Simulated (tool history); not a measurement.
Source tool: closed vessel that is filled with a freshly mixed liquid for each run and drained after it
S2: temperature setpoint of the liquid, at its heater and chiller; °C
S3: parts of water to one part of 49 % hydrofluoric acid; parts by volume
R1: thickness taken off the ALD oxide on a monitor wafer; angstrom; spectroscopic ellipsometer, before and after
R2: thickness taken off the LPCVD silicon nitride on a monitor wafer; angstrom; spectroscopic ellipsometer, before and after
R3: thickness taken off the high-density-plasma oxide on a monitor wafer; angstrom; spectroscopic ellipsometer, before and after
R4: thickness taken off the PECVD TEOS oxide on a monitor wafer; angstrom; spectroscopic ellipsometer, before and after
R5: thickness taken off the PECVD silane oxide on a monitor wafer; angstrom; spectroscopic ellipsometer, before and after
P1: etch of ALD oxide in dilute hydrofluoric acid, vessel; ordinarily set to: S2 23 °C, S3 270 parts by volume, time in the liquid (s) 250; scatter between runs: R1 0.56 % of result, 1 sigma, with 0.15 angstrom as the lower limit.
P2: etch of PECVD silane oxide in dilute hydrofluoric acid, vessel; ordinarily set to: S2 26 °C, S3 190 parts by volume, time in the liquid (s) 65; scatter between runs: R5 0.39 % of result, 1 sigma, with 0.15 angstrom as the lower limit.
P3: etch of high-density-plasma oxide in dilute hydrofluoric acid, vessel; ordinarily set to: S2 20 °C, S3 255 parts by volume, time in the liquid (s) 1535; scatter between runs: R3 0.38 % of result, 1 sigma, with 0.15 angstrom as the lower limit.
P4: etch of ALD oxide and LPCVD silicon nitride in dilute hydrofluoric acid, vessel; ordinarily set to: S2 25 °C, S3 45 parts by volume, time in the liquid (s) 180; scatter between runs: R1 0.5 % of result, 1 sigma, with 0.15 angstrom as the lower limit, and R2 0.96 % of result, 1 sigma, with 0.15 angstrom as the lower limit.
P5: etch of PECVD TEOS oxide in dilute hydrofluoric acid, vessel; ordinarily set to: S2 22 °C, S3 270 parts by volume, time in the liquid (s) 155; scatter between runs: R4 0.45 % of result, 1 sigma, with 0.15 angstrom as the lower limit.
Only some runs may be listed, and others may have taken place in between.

run 1 day=0.646 | process_that_ran=P1 S2=23 S3=270 time_in_the_liquid_(s)=250 | R1=134.82
run 2 day=1.112 | process_that_ran=P4 S2=18.5 S3=45 time_in_the_liquid_(s)=180 | R1=332.29 R2=13.413
run 3 day=1.433 | process_that_ran=P3 S2=17 S3=255 time_in_the_liquid_(s)=1535 | R3=202.71
run 4 day=2.054 | process_that_ran=P4 S2=25 S3=45 time_in_the_liquid_(s)=95 | R1=231.28 R2=10.749
run 5 day=2.558 | process_that_ran=P5 S2=22 S3=270 time_in_the_liquid_(s)=155 | R4=60.783
run 6 day=3.033 | process_that_ran=P1 S2=23 S3=270 time_in_the_liquid_(s)=250 | R1=134.91
run 7 day=3.479 | process_that_ran=P3 S2=20 S3=255 time_in_the_liquid_(s)=1535 | R3=227.53
run 8 day=3.958 | process_that_ran=P1 S2=23 S3=270 time_in_the_liquid_(s)=370 | R1=199.34
run 9 day=4.35 | process_that_ran=P1 S2=23 S3=270 time_in_the_liquid_(s)=250 | R1=134.57
run 10 day=4.942 | process_that_ran=P1 S2=28.5 S3=270 time_in_the_liquid_(s)=250 | R1=163.03
run 11 day=5.517 | process_that_ran=P2 S2=26 S3=190 time_in_the_liquid_(s)=65 | R5=69.361
run 12 day=6.154 | process_that_ran=P5 S2=17 S3=270 time_in_the_liquid_(s)=155 | R4=51.283
run 13 day=6.65 | process_that_ran=P5 S2=22 S3=270 time_in_the_liquid_(s)=155 | R4=61.614
run 14 day=7.079 | process_that_ran=P3 S2=20 S3=255 time_in_the_liquid_(s)=1535 | R3=228.4
run 15 day=7.558 | process_that_ran=P2 S2=31.5 S3=190 time_in_the_liquid_(s)=65 | R5=84.124
run 16 day=8.142 | process_that_ran=P1 S2=17 S3=270 time_in_the_liquid_(s)=250 | R1=108.6
run 17 day=8.467 | process_that_ran=P1 S2=28.5 S3=270 time_in_the_liquid_(s)=35 | R1=22.607
run 18 day=8.817 | process_that_ran=P1 S2=19.5 S3=405 time_in_the_liquid_(s)=250 | R1=70.006
run 19 day=9.475 | process_that_ran=P1 S2=23 S3=470 time_in_the_liquid_(s)=250 | R1=64.186
run 20 day=10.125 | process_that_ran=P1 S2=23 S3=270 time_in_the_liquid_(s)=125 | R1=66.966
run 21 day=10.629 | process_that_ran=P2 S2=26 S3=120 time_in_the_liquid_(s)=65 | R5=119.82
run 22 day=11.238 | process_that_ran=P5 S2=22 S3=270 time_in_the_liquid_(s)=315 | R4=124.79
run 23 day=11.55 | process_that_ran=P2 S2=26 S3=190 time_in_the_liquid_(s)=30 | R5=31.649
run 24 day=12.038 | process_that_ran=P4 S2=25 S3=45 time_in_the_liquid_(s)=180 | R1=438.63 R2=20.768
run 25 day=12.629 | process_that_ran=P3 S2=20 S3=255 time_in_the_liquid_(s)=2875 | R3=422.31
run 26 day=13.146 | process_that_ran=P5 S2=22 S3=465 time_in_the_liquid_(s)=155 | R4=29.934
run 27 day=13.767 | process_that_ran=P1 S2=23 S3=270 time_in_the_liquid_(s)=250 | R1=135.5
run 28 day=14.392 | process_that_ran=P1 S2=17 S3=450 time_in_the_liquid_(s)=250 | R1=56.61
run 29 day=14.967 | process_that_ran=P3 S2=20 S3=465 time_in_the_liquid_(s)=1535 | R3=103.71
run 30 day=15.592 | process_that_ran=P4 S2=25 S3=70 time_in_the_liquid_(s)=180 | R1=271.39 R2=13.293
run 31 day=16.208 | process_that_ran=P1 S2=23 S3=150 time_in_the_liquid_(s)=250 | R1=275.25
run 32 day=16.633 | process_that_ran=P1 S2=23 S3=270 time_in_the_liquid_(s)=250 | R1=136.04
run 33 day=16.967 | process_that_ran=P1 S2=23 S3=270 time_in_the_liquid_(s)=250 | R1=132.19
run 34 day=17.546 | process_that_ran=P1 S2=23 S3=270 time_in_the_liquid_(s)=250 | R1=129.11
run 35 day=17.95 | process_that_ran=P1 S2=23 S3=270 time_in_the_liquid_(s)=250 | R1=126.95
run 36 day=18.438 | process_that_ran=P1 S2=23 S3=270 time_in_the_liquid_(s)=250 | R1=127.4
run 37 day=19.096 | process_that_ran=P1 S2=23 S3=270 time_in_the_liquid_(s)=250 | R1=127.39
run 38 day=19.696 | process_that_ran=P1 S2=23 S3=270 time_in_the_liquid_(s)=250 | R1=126.36
run 39 day=20.304 | process_that_ran=P1 S2=23 S3=270 time_in_the_liquid_(s)=250 | R1=125.66
run 40 day=20.721 | process_that_ran=P1 S2=23 S3=270 time_in_the_liquid_(s)=250 | R1=126.3

The log shows P1 creeping away from where it was. Any of the 2 causes listed here, at the size stated for it, fits the log just as well as the others:
A: liquid colder than its thermometer reads (K) = 1.87
B: hydrofluoric acid flow below the setpoint (%) = 5.18
The onset of the drift is placed at about day 16.633.

The 4 check runs listed below each average the results of 2 wafers, and their outcomes are marked with question marks. Under which run would the listed causes produce clearly different results?
run check 1 day=21.138 | process_that_ran=P5 S2=22 S3=270 time_in_the_liquid_(s)=155 | R4=?
run check 2 day=21.138 | process_that_ran=P4 S2=25 S3=45 time_in_the_liquid_(s)=180 | R1=? R2=?
run check 3 day=21.138 | process_that_ran=P3 S2=20 S3=255 time_in_the_liquid_(s)=1535 | R3=?
run check 4 day=21.138 | process_that_ran=P2 S2=26 S3=190 time_in_the_liquid_(s)=65 | R5=?

What each check would give under each cause:
check=check_1 result=R4 if_A=57.182 if_B=57.256
check=check_2 result=R1 if_A=403.46 if_B=411.87
check=check_2 result=R2 if_A=18.532 if_B=19.961
check=check_3 result=R3 if_A=211.05 if_B=212.04
check=check_4 result=R5 if_A=64.571 if_B=64.82
Per-check spread between the two closest causes, in the result where they differ most: check 1 0.13 %; check 2 7.43 %; check 3 0.47 %; check 4 0.38 %
Check 2 tells the causes apart: in the others they would give nearly the same result.

Check 2 has now been run. It gave: R1 410.69 angstrom; R2 19.981 angstrom. Which of the candidate causes is it?

It is B: hydrofluoric acid flow below the setpoint (%).

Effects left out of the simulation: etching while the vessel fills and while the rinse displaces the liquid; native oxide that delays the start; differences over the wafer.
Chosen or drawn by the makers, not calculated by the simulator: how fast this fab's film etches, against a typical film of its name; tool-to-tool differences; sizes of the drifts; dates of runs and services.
